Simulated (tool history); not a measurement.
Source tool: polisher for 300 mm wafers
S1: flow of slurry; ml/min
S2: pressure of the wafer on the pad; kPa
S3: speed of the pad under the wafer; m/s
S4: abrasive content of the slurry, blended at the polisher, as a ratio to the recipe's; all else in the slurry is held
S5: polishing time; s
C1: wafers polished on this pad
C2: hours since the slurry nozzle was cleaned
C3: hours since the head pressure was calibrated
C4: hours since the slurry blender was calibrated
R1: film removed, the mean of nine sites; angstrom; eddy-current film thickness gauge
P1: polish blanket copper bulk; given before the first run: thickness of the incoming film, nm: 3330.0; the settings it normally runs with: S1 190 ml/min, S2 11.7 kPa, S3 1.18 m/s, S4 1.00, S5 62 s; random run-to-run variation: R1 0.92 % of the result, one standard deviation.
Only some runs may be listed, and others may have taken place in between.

Run 1, hour 7.6: S1 190 ml/min, S2 11.7 kPa, S3 1.18 m/s, S4 1.00, S5 62 s; C1 227; C2 63.4; C3 701.0; C4 37.0. Result: R1 4089.0 angstrom.
Run 2, hour 19.1: S1 190 ml/min, S2 11.7 kPa, S3 1.18 m/s, S4 1.45, S5 62 s; C1 387; C2 74.9; C3 712.5; C4 48.5. Result: R1 4551.1 angstrom.
Run 3, hour 27.7: S1 190 ml/min, S2 16.5 kPa, S3 1.18 m/s, S4 1.00, S5 62 s; C1 507; C2 83.5; C3 721.1; C4 57.1. Result: R1 5943.6 angstrom.
Run 4, hour 36.3: S1 190 ml/min, S2 11.7 kPa, S3 0.54 m/s, S4 1.00, S5 62 s; C1 627; C2 92.1; C3 729.7; C4 65.7. Result: R1 1888.0 angstrom.
Run 5, hour 50.3: S1 115 ml/min, S2 11.7 kPa, S3 1.18 m/s, S4 1.00, S5 62 s; C1 822; C2 106.1; C3 743.7; C4 79.7. Result: R1 3846.3 angstrom.
Run 6, hour 65.1: S1 280 ml/min, S2 11.7 kPa, S3 1.18 m/s, S4 1.00, S5 62 s; C1 1028; C2 120.9; C3 758.5; C4 94.5. Result: R1 4356.2 angstrom.
Run 7, hour 79.3: S1 190 ml/min, S2 11.7 kPa, S3 1.18 m/s, S4 1.00, S5 62 s; C1 1226; C2 135.1; C3 772.7; C4 108.7. Result: R1 4086.8 angstrom.
Run 8, hour 89.1: S1 190 ml/min, S2 11.7 kPa, S3 1.18 m/s, S4 1.00, S5 82 s; C1 1363; C2 144.9; C3 782.5; C4 118.5. Result: R1 5475.9 angstrom.
At hour 98.7: slurry nozzle cleaned.
Run 9, hour 100.6: S1 190 ml/min, S2 11.7 kPa, S3 1.18 m/s, S4 1.00, S5 62 s; C1 1523; C2 2.0; C3 794.0; C4 130.0. Result: R1 4103.9 angstrom.
Run 10, hour 112.4: S1 190 ml/min, S2 11.7 kPa, S3 1.18 m/s, S4 1.00, S5 62 s; C1 1687; C2 13.8; C3 805.8; C4 141.8. Result: R1 4167.0 angstrom.
Run 11, hour 125.5: S1 190 ml/min, S2 11.7 kPa, S3 1.18 m/s, S4 1.00, S5 62 s; C1 1870; C2 26.9; C3 818.9; C4 154.9. Result: R1 4163.0 angstrom.
Run 12, hour 138.4: S1 190 ml/min, S2 11.7 kPa, S3 1.18 m/s, S4 0.60, S5 62 s; C1 2050; C2 39.8; C3 831.8; C4 167.8. Result: R1 3726.4 angstrom.
Run 13, hour 146.9: S1 190 ml/min, S2 11.7 kPa, S3 1.70 m/s, S4 1.00, S5 62 s; C1 2168; C2 48.3; C3 840.3; C4 176.3. Result: R1 6017.1 angstrom.
Run 14, hour 160.8: S1 190 ml/min, S2 11.7 kPa, S3 1.18 m/s, S4 1.00, S5 33 s; C1 2362; C2 62.2; C3 854.2; C4 190.2. Result: R1 2240.2 angstrom.
Run 15, hour 172.7: S1 190 ml/min, S2 15.9 kPa, S3 1.18 m/s, S4 1.00, S5 78 s; C1 2528; C2 74.1; C3 866.1; C4 202.1. Result: R1 7110.4 angstrom.
Run 16, hour 183.9: S1 190 ml/min, S2 11.7 kPa, S3 1.18 m/s, S4 1.00, S5 62 s; C1 2684; C2 85.3; C3 877.3; C4 213.3. Result: R1 4097.6 angstrom.
Run 17, hour 194.8: S1 190 ml/min, S2 6.2 kPa, S3 1.18 m/s, S4 1.00, S5 62 s; C1 2836; C2 96.2; C3 888.2; C4 224.2. Result: R1 2176.8 angstrom.
Run 18, hour 206.9: S1 190 ml/min, S2 11.7 kPa, S3 1.18 m/s, S4 1.00, S5 62 s; C1 3004; C2 108.3; C3 900.3; C4 236.3. Result: R1 4174.6 angstrom.
Run 19, hour 221.1: S1 190 ml/min, S2 11.7 kPa, S3 1.18 m/s, S4 1.00, S5 62 s; C1 3202; C2 122.5; C3 914.5; C4 250.5. Result: R1 4044.8 angstrom.
Run 20, hour 228.9: S1 190 ml/min, S2 11.7 kPa, S3 1.18 m/s, S4 1.00, S5 62 s; C1 3311; C2 130.3; C3 922.3; C4 258.3. Result: R1 4077.0 angstrom.
Run 21, hour 237.3: S1 190 ml/min, S2 11.7 kPa, S3 1.18 m/s, S4 1.00, S5 62 s; C1 3428; C2 138.7; C3 930.7; C4 266.7. Result: R1 4032.4 angstrom.
Run 22, hour 245.9: S1 190 ml/min, S2 11.7 kPa, S3 1.18 m/s, S4 1.00, S5 62 s; C1 3548; C2 147.3; C3 939.3; C4 275.3. Result: R1 4000.4 angstrom.
At hour 252.2: slurry blender recalibrated.
Run 23, hour 254.5: S1 190 ml/min, S2 11.7 kPa, S3 1.18 m/s, S4 1.00, S5 62 s; C1 3668; C2 155.9; C3 947.9; C4 2.4. Result: R1 3919.9 angstrom.
At hour 262.9: head pressure recalibrated.
Run 24, hour 263.6: S1 190 ml/min, S2 11.7 kPa, S3 1.18 m/s, S4 1.00, S5 62 s; C1 3795; C2 165.0; C3 0.8; C4 11.5. Result: R1 4022.5 angstrom.
Run 25, hour 274.1: S1 190 ml/min, S2 11.7 kPa, S3 1.18 m/s, S4 1.00, S5 62 s; C1 3941; C2 175.5; C3 11.3; C4 22.0. Result: R1 3952.1 angstrom.
Run 26, hour 289.2: S1 190 ml/min, S2 11.7 kPa, S3 1.18 m/s, S4 1.00, S5 62 s; C1 4151; C2 190.6; C3 26.4; C4 37.1. Result: R1 3985.5 angstrom.
Run 27, hour 302.3: S1 190 ml/min, S2 11.7 kPa, S3 1.18 m/s, S4 1.00, S5 62 s; C1 4334; C2 203.7; C3 39.5; C4 50.2. Result: R1 3910.9 angstrom.
Run 28, hour 315.7: S1 190 ml/min, S2 11.7 kPa, S3 1.18 m/s, S4 1.00, S5 62 s; C1 4521; C2 217.1; C3 52.9; C4 63.6. Result: R1 3883.5 angstrom.

Something has made what P1 gives creep away from where it was; the 2 causes below, each at its own stated size, fit the log equally well:
A: removal rate lost through wear of the pad, % = 5.23
B: slurry flow missing at the pad, % = 28.1
The drift started at roughly hour 206.9.
Ruled out, with reasons:
head's pressure below its setpoint, %: serviced after onset, at hour 262.9, with no recovery of the prior output
abrasive missing from the slurry, %: serviced after onset, at hour 252.2, with no recovery of the prior output

The 4 check runs listed below each average the results of 5 wafers, and their outcomes are marked with question marks. Under which run would the listed causes produce clearly different results?
Run check 1, hour 329.1: S1 190 ml/min, S2 11.7 kPa, S3 1.42 m/s, S4 0.75, S5 62 s. Result: R1 ?.
Run check 2, hour 329.1: S1 190 ml/min, S2 11.7 kPa, S3 1.46 m/s, S4 1.20, S5 62 s. Result: R1 ?.
Run check 3, hour 329.1: S1 115 ml/min, S2 8.3 kPa, S3 1.18 m/s, S4 1.00, S5 62 s. Result: R1 ?.
Run check 4, hour 329.1: S1 190 ml/min, S2 11.7 kPa, S3 0.84 m/s, S4 1.00, S5 62 s. Result: R1 ?.

Predicted outcomes, by check and by cause:
  check  result    if A    if B
check 1      R1  4454.5  4454.4
check 2      R1  5062.0  5061.9
check 3      R1  2539.8  2462.8
check 4      R1  2799.6  2799.6
Per-check spread between the two closest causes, in the result where they differ most: check 1 0 %; check 2 0 %; check 3 3.08 %; check 4 0 %
Of the check runs offered, only check 3 discriminates between the causes; the rest would read about the same regardless of which cause applies.

Check 3 was carried out, with these results: R1 2459.2 angstrom. Which of the listed causes is responsible?

Of the candidate causes, it is B: slurry flow missing at the pad, %.
